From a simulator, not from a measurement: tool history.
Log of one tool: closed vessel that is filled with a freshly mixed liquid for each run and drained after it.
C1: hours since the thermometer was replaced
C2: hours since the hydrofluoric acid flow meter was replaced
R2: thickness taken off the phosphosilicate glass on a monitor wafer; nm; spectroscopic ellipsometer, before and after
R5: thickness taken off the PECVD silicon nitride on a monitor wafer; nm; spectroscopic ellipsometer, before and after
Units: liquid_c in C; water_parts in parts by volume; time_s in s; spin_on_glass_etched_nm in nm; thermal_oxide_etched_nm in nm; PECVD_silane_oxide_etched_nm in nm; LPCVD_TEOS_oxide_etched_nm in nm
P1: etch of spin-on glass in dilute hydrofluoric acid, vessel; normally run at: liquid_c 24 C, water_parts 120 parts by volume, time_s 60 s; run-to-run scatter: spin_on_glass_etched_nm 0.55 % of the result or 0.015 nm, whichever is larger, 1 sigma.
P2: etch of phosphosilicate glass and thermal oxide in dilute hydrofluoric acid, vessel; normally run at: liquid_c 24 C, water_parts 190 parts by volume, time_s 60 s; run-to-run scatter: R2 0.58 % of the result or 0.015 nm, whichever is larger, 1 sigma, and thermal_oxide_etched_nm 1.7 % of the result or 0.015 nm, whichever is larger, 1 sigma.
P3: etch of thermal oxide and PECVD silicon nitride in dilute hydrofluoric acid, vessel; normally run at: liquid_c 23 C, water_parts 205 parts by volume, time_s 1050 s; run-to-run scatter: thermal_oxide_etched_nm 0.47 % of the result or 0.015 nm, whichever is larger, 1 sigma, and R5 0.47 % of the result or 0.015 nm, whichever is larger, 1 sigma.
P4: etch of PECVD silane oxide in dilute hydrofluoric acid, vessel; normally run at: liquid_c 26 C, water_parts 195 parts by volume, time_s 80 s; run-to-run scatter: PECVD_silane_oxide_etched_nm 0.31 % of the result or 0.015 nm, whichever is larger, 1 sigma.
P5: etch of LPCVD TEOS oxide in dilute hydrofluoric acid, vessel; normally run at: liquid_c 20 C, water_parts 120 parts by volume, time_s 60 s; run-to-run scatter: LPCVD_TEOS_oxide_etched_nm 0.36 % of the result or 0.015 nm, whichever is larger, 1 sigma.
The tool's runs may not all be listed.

Run 1, hour 7.5: process P1, liquid_c 24 C, water_parts 120 parts by volume, time_s 60 s; C1 465.6; C2 242.6. Result: spin_on_glass_etched_nm 15.989 nm.
Run 2, hour 17.8: process P2, liquid_c 24 C, water_parts 190 parts by volume, time_s 60 s; C1 475.9; C2 252.9. Result: R2 21.558 nm, thermal_oxide_etched_nm 1.3363 nm.
Run 3, hour 24.9: process P1, liquid_c 24 C, water_parts 120 parts by volume, time_s 60 s; C1 483; C2 260. Result: spin_on_glass_etched_nm 16.079 nm.
Run 4, hour 39.6: process P2, liquid_c 24 C, water_parts 190 parts by volume, time_s 95 s; C1 497.7; C2 274.7. Result: R2 34.198 nm, thermal_oxide_etched_nm 2.1971 nm.
Run 5, hour 50.8: process P4, liquid_c 21.5 C, water_parts 195 parts by volume, time_s 80 s; C1 508.9; C2 285.9. Result: PECVD_silane_oxide_etched_nm 10.858 nm.
Run 6, hour 60.1: process P3, liquid_c 23 C, water_parts 80 parts by volume, time_s 1050 s; C1 518.2; C2 295.2. Result: thermal_oxide_etched_nm 63.162 nm, R5 55.659 nm.
Run 7, hour 71.5: process P1, liquid_c 24 C, water_parts 20 parts by volume, time_s 60 s; C1 529.6; C2 306.6. Result: spin_on_glass_etched_nm 108.93 nm.
Run 8, hour 86.4: process P1, liquid_c 24 C, water_parts 210 parts by volume, time_s 60 s; C1 544.5; C2 321.5. Result: spin_on_glass_etched_nm 8.2877 nm.
Run 9, hour 97.2: process P5, liquid_c 20 C, water_parts 60 parts by volume, time_s 60 s; C1 555.3; C2 332.3. Result: LPCVD_TEOS_oxide_etched_nm 42.732 nm.
Run 10, hour 107.8: process P1, liquid_c 20 C, water_parts 120 parts by volume, time_s 35 s; C1 565.9; C2 342.9. Result: spin_on_glass_etched_nm 7.9539 nm.
Run 11, hour 114.4: process P5, liquid_c 20 C, water_parts 120 parts by volume, time_s 60 s; C1 572.5; C2 349.5. Result: LPCVD_TEOS_oxide_etched_nm 19.841 nm.
Run 12, hour 130: process P4, liquid_c 26 C, water_parts 40 parts by volume, time_s 80 s; C1 588.1; C2 365.1. Result: PECVD_silane_oxide_etched_nm 75.966 nm.
Run 13, hour 142.5: process P4, liquid_c 26 C, water_parts 195 parts by volume, time_s 160 s; C1 600.6; C2 377.6. Result: PECVD_silane_oxide_etched_nm 25.782 nm.
Run 14, hour 154: process P5, liquid_c 23.5 C, water_parts 120 parts by volume, time_s 60 s; C1 612.1; C2 389.1. Result: LPCVD_TEOS_oxide_etched_nm 22.755 nm.
Run 15, hour 167.8: process P4, liquid_c 26 C, water_parts 195 parts by volume, time_s 80 s; C1 625.9; C2 402.9. Result: PECVD_silane_oxide_etched_nm 12.872 nm.
Run 16, hour 179.8: process P2, liquid_c 24 C, water_parts 310 parts by volume, time_s 60 s; C1 637.9; C2 414.9. Result: R2 11.798 nm, thermal_oxide_etched_nm 0.72476 nm.
Run 17, hour 187.3: process P1, liquid_c 24 C, water_parts 120 parts by volume, time_s 100 s; C1 645.4; C2 422.4. Result: spin_on_glass_etched_nm 26.639 nm.
Run 18, hour 201.2: process P1, liquid_c 19 C, water_parts 120 parts by volume, time_s 60 s; C1 659.3; C2 436.3. Result: spin_on_glass_etched_nm 13.252 nm.
Run 19, hour 211: process P3, liquid_c 23 C, water_parts 205 parts by volume, time_s 1050 s; C1 669.1; C2 446.1. Result: thermal_oxide_etched_nm 21.302 nm, R5 22.264 nm.
Run 20, hour 223.7: process P5, liquid_c 20 C, water_parts 120 parts by volume, time_s 60 s; C1 681.8; C2 458.8. Result: LPCVD_TEOS_oxide_etched_nm 19.924 nm.
Run 21, hour 237.1: process P1, liquid_c 24 C, water_parts 120 parts by volume, time_s 30 s; C1 695.2; C2 472.2. Result: spin_on_glass_etched_nm 8.0703 nm.
Run 22, hour 251.9: process P1, liquid_c 24 C, water_parts 120 parts by volume, time_s 60 s; C1 710; C2 487. Result: spin_on_glass_etched_nm 15.95 nm.
Run 23, hour 262.2: process P5, liquid_c 20 C, water_parts 120 parts by volume, time_s 30 s; C1 720.3; C2 497.3. Result: LPCVD_TEOS_oxide_etched_nm 9.9592 nm.

Forecast run 24:
Run 24, hour 274.1: process P3, liquid_c 17 C, water_parts 205 parts by volume, time_s 1050 s; C1 732.2; C2 509.2. Result: thermal_oxide_etched_nm ?, R5 ?.

{"run 24": {"thermal_oxide_etched_nm": 17.036, "R5": 14.897}}

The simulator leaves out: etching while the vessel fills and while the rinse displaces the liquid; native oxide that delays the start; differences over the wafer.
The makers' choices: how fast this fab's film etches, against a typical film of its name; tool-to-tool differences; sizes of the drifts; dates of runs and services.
